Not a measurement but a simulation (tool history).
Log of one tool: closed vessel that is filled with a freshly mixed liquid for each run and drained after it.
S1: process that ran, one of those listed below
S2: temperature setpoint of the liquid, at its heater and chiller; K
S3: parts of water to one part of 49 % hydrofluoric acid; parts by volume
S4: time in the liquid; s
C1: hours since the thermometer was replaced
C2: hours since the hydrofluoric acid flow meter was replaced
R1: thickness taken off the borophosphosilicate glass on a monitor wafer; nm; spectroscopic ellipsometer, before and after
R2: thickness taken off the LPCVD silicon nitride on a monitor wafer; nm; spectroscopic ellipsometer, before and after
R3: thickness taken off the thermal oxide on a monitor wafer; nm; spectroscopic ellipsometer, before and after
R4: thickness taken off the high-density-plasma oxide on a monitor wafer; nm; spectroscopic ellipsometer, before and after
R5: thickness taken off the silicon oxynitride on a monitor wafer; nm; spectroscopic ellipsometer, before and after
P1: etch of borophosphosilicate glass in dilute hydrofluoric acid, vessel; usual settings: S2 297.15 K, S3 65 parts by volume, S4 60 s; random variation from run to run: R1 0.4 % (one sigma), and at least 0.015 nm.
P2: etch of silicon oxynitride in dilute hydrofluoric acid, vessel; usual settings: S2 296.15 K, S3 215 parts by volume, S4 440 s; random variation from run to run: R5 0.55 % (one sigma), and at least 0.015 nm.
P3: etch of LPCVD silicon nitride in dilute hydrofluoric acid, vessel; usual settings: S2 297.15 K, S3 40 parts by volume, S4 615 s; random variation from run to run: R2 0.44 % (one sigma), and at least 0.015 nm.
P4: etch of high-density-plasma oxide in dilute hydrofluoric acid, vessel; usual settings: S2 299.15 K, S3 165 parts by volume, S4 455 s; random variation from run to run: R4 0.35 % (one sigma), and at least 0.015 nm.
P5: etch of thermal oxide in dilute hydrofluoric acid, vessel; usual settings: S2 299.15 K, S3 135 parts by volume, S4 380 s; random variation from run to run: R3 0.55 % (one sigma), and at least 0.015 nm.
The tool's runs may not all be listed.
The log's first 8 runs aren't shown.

run,hour,S1,S2,S3,S4,C1,C2,R1,R2,R3,R4,R5
9,42.1,P1,303.15,65,60,398.5,907.4,56.325,,,,
10,47.5,P1,290.15,65,60,403.9,912.8,33.077,,,,
11,50.6,P1,297.15,65,60,407.0,915.9,44.422,,,,
12,55.1,P1,297.15,65,115,411.5,920.4,84.948,,,,
13,59.4,P5,295.15,135,380,415.8,924.7,,,11.5370,,
14,63.8,P1,297.15,65,60,420.2,929.1,44.322,,,,
15,68.8,P3,297.15,40,615,425.2,934.1,,6.9911,,,
16,75.2,P4,299.15,165,455,431.6,940.5,,,,24.4680,
17,80.4,P3,297.15,40,1215,436.8,945.7,,13.9800,,,
18,83.6,P1,297.15,65,60,440.0,948.9,44.399,,,,
19,88.0,P2,296.15,215,440,444.4,953.3,,,,,4.30490
20,94.7,P4,299.15,165,30,451.1,960.0,,,,1.6261,
21,98.5,P5,299.15,135,380,454.9,963.8,,,13.4760,,
22,101.5,P1,297.15,65,60,457.9,966.8,44.252,,,,
23,106.7,P5,299.15,135,200,463.1,972.0,,,7.1312,,
24,112.2,P2,290.15,215,440,468.6,977.5,,,,,3.26570
25,117.4,P5,299.15,135,380,473.8,982.7,,,13.5830,,
26,120.7,P2,296.15,55,440,477.1,986.0,,,,,19.02300
27,127.3,P3,297.15,40,615,483.7,992.6,,7.0795,,,
28,131.3,P1,297.15,65,30,487.7,996.6,22.375,,,,

Run 29 comes next. What will it give?
29,134.4,P2,296.15,215,95,490.8,999.7,,,,,?

{"run 29": {"R5": 0.91339}}
